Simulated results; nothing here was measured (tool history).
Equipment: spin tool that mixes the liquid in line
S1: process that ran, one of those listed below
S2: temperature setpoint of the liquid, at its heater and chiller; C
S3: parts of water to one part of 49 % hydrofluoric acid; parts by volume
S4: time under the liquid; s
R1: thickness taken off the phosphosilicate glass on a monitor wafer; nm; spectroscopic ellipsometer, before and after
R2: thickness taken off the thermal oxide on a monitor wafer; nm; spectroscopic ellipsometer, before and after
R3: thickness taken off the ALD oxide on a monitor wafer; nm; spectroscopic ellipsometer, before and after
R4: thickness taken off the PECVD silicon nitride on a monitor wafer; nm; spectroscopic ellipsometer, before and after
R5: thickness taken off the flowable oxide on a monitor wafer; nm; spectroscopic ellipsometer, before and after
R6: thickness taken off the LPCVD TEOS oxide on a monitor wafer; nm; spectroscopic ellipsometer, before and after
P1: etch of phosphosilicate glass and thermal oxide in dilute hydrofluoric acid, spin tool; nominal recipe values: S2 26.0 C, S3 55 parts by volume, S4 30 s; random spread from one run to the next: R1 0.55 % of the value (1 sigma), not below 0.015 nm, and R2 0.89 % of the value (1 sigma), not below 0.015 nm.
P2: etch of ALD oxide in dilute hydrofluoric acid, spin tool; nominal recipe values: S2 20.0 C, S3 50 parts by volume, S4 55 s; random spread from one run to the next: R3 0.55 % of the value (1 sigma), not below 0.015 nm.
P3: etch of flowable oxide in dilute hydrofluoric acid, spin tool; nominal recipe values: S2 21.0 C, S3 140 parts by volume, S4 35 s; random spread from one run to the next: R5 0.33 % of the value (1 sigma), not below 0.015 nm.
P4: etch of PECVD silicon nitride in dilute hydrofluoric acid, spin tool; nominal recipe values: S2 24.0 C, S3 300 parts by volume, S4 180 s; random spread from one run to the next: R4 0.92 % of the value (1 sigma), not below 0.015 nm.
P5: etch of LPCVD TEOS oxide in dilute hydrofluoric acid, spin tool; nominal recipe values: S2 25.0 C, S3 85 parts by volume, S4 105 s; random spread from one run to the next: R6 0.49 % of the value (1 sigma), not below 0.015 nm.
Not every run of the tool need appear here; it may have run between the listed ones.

run,hour,S1,S2,S3,S4,R1,R2,R3,R4,R5,R6
1,7.9,P1,26.0,55,30,74.642,2.8319,,,,
2,16.0,P2,20.0,50,15,,,8.5519,,,
3,20.5,P2,20.0,50,55,,,31.0260,,,
4,27.7,P4,24.0,300,335,,,,5.2754,,
5,34.3,P3,21.0,140,35,,,,,6.7163,
6,38.3,P1,26.0,55,55,136.670,5.2182,,,,
7,47.2,P1,31.5,55,60,185.330,7.0883,,,,
8,52.3,P3,21.0,45,35,,,,,23.2900,
9,58.9,P1,26.0,55,30,74.942,2.8769,,,,
10,64.0,P2,20.0,90,55,,,16.5990,,,
11,71.6,P4,24.0,300,180,,,,2.8914,,
12,77.1,P5,25.0,85,190,,,,,,53.230
13,85.2,P1,20.5,20,30,170.260,6.6435,,,,
14,93.6,P1,26.0,95,30,41.145,1.5890,,,,
15,98.3,P1,26.0,55,30,74.949,2.8762,,,,
16,103.7,P1,26.0,30,30,141.190,5.4314,,,,
17,111.3,P5,25.0,40,105,,,,,,65.595
18,118.1,P3,21.0,140,15,,,,,2.8783,
19,125.9,P3,17.0,140,35,,,,,5.6918,
20,129.8,P4,24.0,110,180,,,,7.8785,,
21,135.5,P4,32.0,300,180,,,,4.5730,,
22,141.9,P2,17.0,50,55,,,27.2660,,,
23,145.9,P3,21.0,140,35,,,,,6.7388,
24,153.9,P1,18.0,55,30,53.783,2.0775,,,,

What will run 25 give?
25,161.9,P1,26.0,55,15,?,?,,,,

{"run 25": {"R1": 37.297, "R2": 1.4152}}
